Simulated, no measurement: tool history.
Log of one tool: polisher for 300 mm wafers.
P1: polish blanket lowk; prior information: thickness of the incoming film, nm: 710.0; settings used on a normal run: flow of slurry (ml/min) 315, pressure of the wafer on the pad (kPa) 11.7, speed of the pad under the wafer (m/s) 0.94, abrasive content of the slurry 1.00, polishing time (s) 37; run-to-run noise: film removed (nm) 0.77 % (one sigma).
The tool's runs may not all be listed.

run  hour  flow of slurry (ml/min)  pressure of the wafer on the pad (kPa)  speed of the pad under the wafer (m/s)  abrasive content of the slurry  polishing time (s)  wafers polished on this pad  hours since the slurry nozzle was cleaned  hours since the head pressure was calibrated  hours since the slurry blender was calibrated  hours since the conditioning disc was replaced  film removed (nm)
  1   5.9                      315                                    11.7                                    0.94                            1.00                  37                          737                                       95.3                                         394.9                                           68.9                                           338.4            11.9830
  2   8.7                      315                                    11.7                                    0.94                            1.00                  56                          761                                       98.1                                         397.7                                           71.7                                           341.2            18.1390
  3  13.4                      315                                    11.7                                    0.94                            1.00                  19                          802                                      102.8                                         402.4                                           76.4                                           345.9             6.1661
  4  18.6                      315                                    11.7                                    0.94                            1.00                  37                          847                                      108.0                                         407.6                                           81.6                                           351.1            12.0520
     19.5  -- conditioning disc replaced and pad reconditioned
  5  22.4                      315                                    17.9                                    0.94                            1.00                  37                          881                                      111.8                                         411.4                                           85.4                                             2.9            18.3530
  6  28.1                      190                                    17.2                                    0.94                            1.00                  37                          930                                      117.5                                         417.1                                           91.1                                             8.6            16.5590
  7  33.9                      315                                    11.7                                    1.20                            1.00                  37                          981                                      123.3                                         422.9                                           96.9                                            14.4            14.6810
  8  39.4                      225                                    11.7                                    0.94                            1.25                  37                         1029                                      128.8                                         428.4                                          102.4                                            19.9            12.8940
  9  43.6                      315                                    11.7                                    0.52                            1.00                  37                         1065                                      133.0                                         432.6                                          106.6                                            24.1             7.4874
 10  47.0                      315                                     6.9                                    0.94                            0.55                  37                         1095                                      136.4                                         436.0                                          110.0                                            27.5             5.1951
 11  52.5                      315                                     5.5                                    0.94                            1.00                  37                         1143                                      141.9                                         441.5                                          115.5                                            33.0             5.6270
 12  57.8                      315                                    11.7                                    0.94                            0.60                  37                         1189                                      147.2                                         446.8                                          120.8                                            38.3             9.1963
 13  63.7                      315                                    11.7                                    0.94                            1.00                  37                         1240                                      153.1                                         452.7                                          126.7                                            44.2            11.9760
     65.9  -- slurry nozzle cleaned
 14  68.7                      190                                    11.7                                    0.94                            1.00                  37                         1284                                        2.9                                         457.7                                          131.7                                            49.2            11.5560
 15  71.9                      315                                    11.7                                    0.94                            1.00                  37                         1312                                        6.1                                         460.9                                          134.9                                            52.4            11.8130

Predict the results of run 16:
     73.0  -- slurry blender recalibrated
 16  77.3                      315                                    11.7                                    0.94                            1.00                  37                         1359                                       11.5                                         466.3                                            4.4                                            57.8                  ?

Run 16 yielded film removed (nm) 12.1740.
